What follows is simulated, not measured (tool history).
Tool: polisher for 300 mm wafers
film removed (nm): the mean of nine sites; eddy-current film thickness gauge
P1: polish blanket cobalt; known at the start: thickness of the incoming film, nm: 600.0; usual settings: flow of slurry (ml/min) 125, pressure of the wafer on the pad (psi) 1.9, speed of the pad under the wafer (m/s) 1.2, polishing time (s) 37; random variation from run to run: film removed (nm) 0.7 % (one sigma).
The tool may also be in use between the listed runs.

| run | hour | flow of slurry (ml/min) | pressure of the wafer on the pad (psi) | speed of the pad under the wafer (m/s) | polishing time (s) | wafers polished on this pad | hours since the slurry nozzle was cleaned | hours since the head pressure was calibrated | film removed (nm) |
|---|---|---|---|---|---|---|---|---|---|
| 1 | 4.8 | 125 | 1.9 | 1.2 | 37 | 666 | 113.3 | 433.7 | 202.57 |
| 2 | 11.5 | 125 | 2.5 | 1.2 | 37 | 772 | 120 | 440.4 | 265.47 |
| 3 | 16.9 | 125 | 1.9 | 1.2 | 37 | 857 | 125.4 | 445.8 | 205.3 |
| 4 | 22.4 | 125 | 1.9 | 1.62 | 37 | 944 | 130.9 | 451.3 | 277.69 |
| 5 | 28.7 | 125 | 1.9 | 1.2 | 37 | 1043 | 137.2 | 457.6 | 203.3 |
| 6 | 36.1 | 165 | 1.9 | 0.88 | 37 | 1160 | 144.6 | 465 | 155.11 |
| 7 | 43 | 125 | 1.9 | 1.2 | 37 | 1269 | 151.5 | 471.9 | 204.82 |
| 8 | 48 | 125 | 1.9 | 1.2 | 53 | 1347 | 156.5 | 476.9 | 290.5 |
| 9 | 54.3 | 125 | 1.9 | 1.2 | 37 | 1447 | 162.8 | 483.2 | 202.2 |
|  | 56.6 | slurry nozzle cleaned |
| 10 | 61 | 125 | 1.9 | 1.2 | 17 | 1552 | 4.4 | 489.9 | 93.322 |
| 11 | 69.2 | 160 | 1.9 | 0.9 | 37 | 1682 | 12.6 | 498.1 | 159.37 |
| 12 | 73.4 | 75 | 1.9 | 1.2 | 37 | 1748 | 16.8 | 502.3 | 177.4 |
| 13 | 77.9 | 125 | 1.9 | 1.2 | 37 | 1819 | 21.3 | 506.8 | 200.51 |
| 14 | 82.5 | 185 | 1.9 | 1.2 | 37 | 1892 | 25.9 | 511.4 | 217.72 |
| 15 | 87.9 | 125 | 1.9 | 0.54 | 37 | 1977 | 31.3 | 516.8 | 90.717 |
| 16 | 95.3 | 125 | 0.9 | 1.2 | 37 | 2093 | 38.7 | 524.2 | 95.682 |

Forecast run 17:
| 17 | 103.2 | 125 | 1.9 | 1.2 | 37 | 2218 | 46.6 | 532.1 | ? |

film removed (nm): 201.41
